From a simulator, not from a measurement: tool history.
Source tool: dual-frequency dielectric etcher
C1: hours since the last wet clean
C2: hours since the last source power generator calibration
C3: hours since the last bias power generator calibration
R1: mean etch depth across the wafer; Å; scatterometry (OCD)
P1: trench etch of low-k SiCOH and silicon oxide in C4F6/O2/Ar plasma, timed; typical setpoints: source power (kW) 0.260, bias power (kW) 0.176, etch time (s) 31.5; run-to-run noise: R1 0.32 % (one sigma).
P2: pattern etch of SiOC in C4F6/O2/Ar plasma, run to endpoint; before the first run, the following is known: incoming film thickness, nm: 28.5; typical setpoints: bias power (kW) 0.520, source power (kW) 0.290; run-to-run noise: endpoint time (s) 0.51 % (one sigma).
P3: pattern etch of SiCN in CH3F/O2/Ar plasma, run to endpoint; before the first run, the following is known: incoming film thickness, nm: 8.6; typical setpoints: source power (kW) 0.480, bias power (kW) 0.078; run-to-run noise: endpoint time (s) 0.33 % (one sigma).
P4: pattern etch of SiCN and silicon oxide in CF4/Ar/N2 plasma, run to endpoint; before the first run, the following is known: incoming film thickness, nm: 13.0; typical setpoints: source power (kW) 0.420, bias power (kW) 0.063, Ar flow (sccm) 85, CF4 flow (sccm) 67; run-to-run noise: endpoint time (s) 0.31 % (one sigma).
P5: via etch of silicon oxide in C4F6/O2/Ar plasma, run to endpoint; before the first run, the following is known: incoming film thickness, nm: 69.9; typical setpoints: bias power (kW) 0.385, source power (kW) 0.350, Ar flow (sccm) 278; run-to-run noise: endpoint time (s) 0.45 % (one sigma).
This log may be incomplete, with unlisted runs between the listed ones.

Run 1, hour 5.3: process that ran P1, source power (kW) 0.260, bias power (kW) 0.176, etch time (s) 31.5; C1 135.7; C2 1701.6; C3 2632.8. Result: R1 820.43 Å.
Run 2, hour 17.0: process that ran P3, source power (kW) 0.480, bias power (kW) 0.104; C1 147.4; C2 1713.3; C3 2644.5. Result: endpoint time (s) 18.463.
Run 3, hour 26.9: process that ran P3, source power (kW) 0.480, bias power (kW) 0.078; C1 157.3; C2 1723.2; C3 2654.4. Result: endpoint time (s) 20.544.
Run 4, hour 33.4: process that ran P4, source power (kW) 0.420, bias power (kW) 0.063, Ar flow (sccm) 117, CF4 flow (sccm) 67; C1 163.8; C2 1729.7; C3 2660.9. Result: endpoint time (s) 17.777.
Run 5, hour 39.6: process that ran P4, source power (kW) 0.420, bias power (kW) 0.063, Ar flow (sccm) 85, CF4 flow (sccm) 88; C1 170.0; C2 1735.9; C3 2667.1. Result: endpoint time (s) 16.187.
Run 6, hour 51.8: process that ran P3, source power (kW) 0.480, bias power (kW) 0.078; C1 182.2; C2 1748.1; C3 2679.3. Result: endpoint time (s) 20.434.
Run 7, hour 63.2: process that ran P5, source power (kW) 0.350, bias power (kW) 0.503, Ar flow (sccm) 278; C1 193.6; C2 1759.5; C3 2690.7. Result: endpoint time (s) 15.989.
Run 8, hour 69.6: process that ran P1, source power (kW) 0.260, bias power (kW) 0.176, etch time (s) 31.5; C1 200.0; C2 1765.9; C3 2697.1. Result: R1 822.78 Å.
Run 9, hour 81.5: process that ran P1, source power (kW) 0.260, bias power (kW) 0.176, etch time (s) 31.5; C1 211.9; C2 1777.8; C3 2709.0. Result: R1 828.41 Å.
Run 10, hour 90.0: process that ran P4, source power (kW) 0.420, bias power (kW) 0.063, Ar flow (sccm) 85, CF4 flow (sccm) 67; C1 220.4; C2 1786.3; C3 2717.5. Result: endpoint time (s) 16.963.
Run 11, hour 99.8: process that ran P4, source power (kW) 0.420, bias power (kW) 0.047, Ar flow (sccm) 85, CF4 flow (sccm) 67; C1 230.2; C2 1796.1; C3 2727.3. Result: endpoint time (s) 18.534.
Run 12, hour 109.3: process that ran P1, source power (kW) 0.260, bias power (kW) 0.176, etch time (s) 31.5; C1 239.7; C2 1805.6; C3 2736.8. Result: R1 824.84 Å.
Run 13, hour 116.6: process that ran P1, source power (kW) 0.260, bias power (kW) 0.176, etch time (s) 31.5; C1 247.0; C2 1812.9; C3 2744.1. Result: R1 830.25 Å.
At hour 118.1: source power generator calibrated.
Run 14, hour 122.6: process that ran P1, source power (kW) 0.260, bias power (kW) 0.176, etch time (s) 42.0; C1 253.0; C2 4.5; C3 2750.1. Result: R1 1100.40 Å.
Run 15, hour 130.8: process that ran P5, source power (kW) 0.350, bias power (kW) 0.385, Ar flow (sccm) 278; C1 261.2; C2 12.7; C3 2758.3. Result: endpoint time (s) 17.657.
Run 16, hour 143.2: process that ran P2, source power (kW) 0.200, bias power (kW) 0.520; C1 273.6; C2 25.1; C3 2770.7. Result: endpoint time (s) 11.939.
Run 17, hour 155.0: process that ran P1, source power (kW) 0.210, bias power (kW) 0.176, etch time (s) 31.5; C1 285.4; C2 36.9; C3 2782.5. Result: R1 763.02 Å.
Run 18, hour 161.8: process that ran P3, source power (kW) 0.680, bias power (kW) 0.078; C1 292.2; C2 43.7; C3 2789.3. Result: endpoint time (s) 17.988.
Run 19, hour 173.5: process that ran P1, source power (kW) 0.260, bias power (kW) 0.208, etch time (s) 31.5; C1 303.9; C2 55.4; C3 2801.0. Result: R1 871.78 Å.
Run 20, hour 179.9: process that ran P1, source power (kW) 0.260, bias power (kW) 0.176, etch time (s) 31.5; C1 310.3; C2 61.8; C3 2807.4. Result: R1 823.31 Å.
Run 21, hour 192.2: process that ran P5, source power (kW) 0.350, bias power (kW) 0.385, Ar flow (sccm) 179; C1 322.6; C2 74.1; C3 2819.7. Result: endpoint time (s) 16.728.
Run 22, hour 200.4: process that ran P4, source power (kW) 0.420, bias power (kW) 0.063, Ar flow (sccm) 85, CF4 flow (sccm) 67; C1 330.8; C2 82.3; C3 2827.9. Result: endpoint time (s) 16.936.
Run 23, hour 208.0: process that ran P5, source power (kW) 0.460, bias power (kW) 0.385, Ar flow (sccm) 278; C1 338.4; C2 89.9; C3 2835.5. Result: endpoint time (s) 15.753.
Run 24, hour 218.4: process that ran P2, source power (kW) 0.290, bias power (kW) 0.342; C1 348.8; C2 100.3; C3 2845.9. Result: endpoint time (s) 12.260.
Run 25, hour 228.6: process that ran P2, source power (kW) 0.290, bias power (kW) 0.520; C1 359.0; C2 110.5; C3 2856.1. Result: endpoint time (s) 10.475.
Run 26, hour 239.3: process that ran P1, source power (kW) 0.260, bias power (kW) 0.112, etch time (s) 31.5; C1 369.7; C2 121.2; C3 2866.8. Result: R1 718.13 Å.
Run 27, hour 249.0: process that ran P4, source power (kW) 0.270, bias power (kW) 0.063, Ar flow (sccm) 85, CF4 flow (sccm) 67; C1 379.4; C2 130.9; C3 2876.5. Result: endpoint time (s) 25.020.
Run 28, hour 259.4: process that ran P1, source power (kW) 0.260, bias power (kW) 0.176, etch time (s) 21.5; C1 389.8; C2 141.3; C3 2886.9. Result: R1 564.08 Å.
Run 29, hour 266.9: process that ran P1, source power (kW) 0.310, bias power (kW) 0.176, etch time (s) 31.5; C1 397.3; C2 148.8; C3 2894.4. Result: R1 881.44 Å.
Run 30, hour 276.7: process that ran P1, source power (kW) 0.260, bias power (kW) 0.176, etch time (s) 31.5; C1 407.1; C2 158.6; C3 2904.2. Result: R1 824.23 Å.
Run 31, hour 282.1: process that ran P5, source power (kW) 0.350, bias power (kW) 0.385, Ar flow (sccm) 278; C1 412.5; C2 164.0; C3 2909.6. Result: endpoint time (s) 17.679.
Run 32, hour 291.8: process that ran P1, source power (kW) 0.300, bias power (kW) 0.176, etch time (s) 45.5; C1 422.2; C2 173.7; C3 2919.3. Result: R1 1263.40 Å.
Run 33, hour 298.4: process that ran P1, source power (kW) 0.260, bias power (kW) 0.176, etch time (s) 31.5; C1 428.8; C2 180.3; C3 2925.9. Result: R1 828.75 Å.
Run 34, hour 303.8: process that ran P1, source power (kW) 0.260, bias power (kW) 0.176, etch time (s) 31.5; C1 434.2; C2 185.7; C3 2931.3. Result: R1 824.32 Å.
Run 35, hour 310.0: process that ran P1, source power (kW) 0.260, bias power (kW) 0.176, etch time (s) 31.5; C1 440.4; C2 191.9; C3 2937.5. Result: R1 820.99 Å.
Run 36, hour 316.1: process that ran P1, source power (kW) 0.260, bias power (kW) 0.176, etch time (s) 31.5; C1 446.5; C2 198.0; C3 2943.6. Result: R1 815.83 Å.
Run 37, hour 325.2: process that ran P1, source power (kW) 0.260, bias power (kW) 0.176, etch time (s) 31.5; C1 455.6; C2 207.1; C3 2952.7. Result: R1 817.81 Å.
Run 38, hour 334.2: process that ran P1, source power (kW) 0.260, bias power (kW) 0.176, etch time (s) 31.5; C1 464.6; C2 216.1; C3 2961.7. Result: R1 816.17 Å.
Run 39, hour 342.4: process that ran P1, source power (kW) 0.260, bias power (kW) 0.176, etch time (s) 31.5; C1 472.8; C2 224.3; C3 2969.9. Result: R1 816.18 Å.
Run 40, hour 347.9: process that ran P1, source power (kW) 0.260, bias power (kW) 0.176, etch time (s) 31.5; C1 478.3; C2 229.8; C3 2975.4. Result: R1 809.13 Å.
Run 41, hour 357.3: process that ran P1, source power (kW) 0.260, bias power (kW) 0.176, etch time (s) 31.5; C1 487.7; C2 239.2; C3 2984.8. Result: R1 818.67 Å.
At hour 358.6: wet clean of the chamber.
Run 42, hour 367.1: process that ran P1, source power (kW) 0.260, bias power (kW) 0.176, etch time (s) 31.5; C1 8.6; C2 249.0; C3 2994.6. Result: R1 813.20 Å.
Run 43, hour 374.3: process that ran P1, source power (kW) 0.260, bias power (kW) 0.176, etch time (s) 31.5; C1 15.8; C2 256.2; C3 3001.8. Result: R1 816.66 Å.
Run 44, hour 382.1: process that ran P1, source power (kW) 0.260, bias power (kW) 0.176, etch time (s) 31.5; C1 23.6; C2 264.0; C3 3009.6. Result: R1 815.07 Å.

Something has made what P1 gives creep away from where it was; the 2 causes below, each at its own stated size, fit the log equally well:
A: bias power that arrives under what is set, % = 4.89
B: source power that arrives under what is set, % = 4.11
The drift started at roughly hour 298.4.
The rest of the possible causes, and what rules out each one:
chamber walls in a state that lowers the etch rate, %: was serviced at hour 358.6, once the creep was under way, yet the earlier output never came back

Question marks stand in for the results of the 4 check runs listed below, each run on one wafer. Under which run would the listed causes show clearly different results?
Run check 1, hour 389.9: process that ran P3, source power (kW) 0.480, bias power (kW) 0.090. Result: endpoint time (s) ?.
Run check 2, hour 389.9: process that ran P2, source power (kW) 0.210, bias power (kW) 0.379. Result: endpoint time (s) ?.
Run check 3, hour 389.9: process that ran P4, source power (kW) 0.420, bias power (kW) 0.063, Ar flow (sccm) 85, CF4 flow (sccm) 87. Result: endpoint time (s) ?.
Run check 4, hour 389.9: process that ran P5, source power (kW) 0.350, bias power (kW) 0.385, Ar flow (sccm) 239. Result: endpoint time (s) ?.

Outcome of each check run for each possible cause:
  check             result    if A    if B
check 1  endpoint time (s)  19.788  19.737
check 2  endpoint time (s)  13.454  13.413
check 3  endpoint time (s)  16.577  16.944
check 4  endpoint time (s)  17.653  17.609
Separation of the two closest causes in each check, using whichever result separates them best: check 1 0.26 %; check 2 0.3 %; check 3 2.19 %; check 4 0.25 %
The causes can be told apart only by check 3. The other checks would give nearly the same results under each of them.

Check 3 was then run and gave: endpoint time (s) 16.978. Which cause is it?

B is the cause: source power that arrives under what is set, %.

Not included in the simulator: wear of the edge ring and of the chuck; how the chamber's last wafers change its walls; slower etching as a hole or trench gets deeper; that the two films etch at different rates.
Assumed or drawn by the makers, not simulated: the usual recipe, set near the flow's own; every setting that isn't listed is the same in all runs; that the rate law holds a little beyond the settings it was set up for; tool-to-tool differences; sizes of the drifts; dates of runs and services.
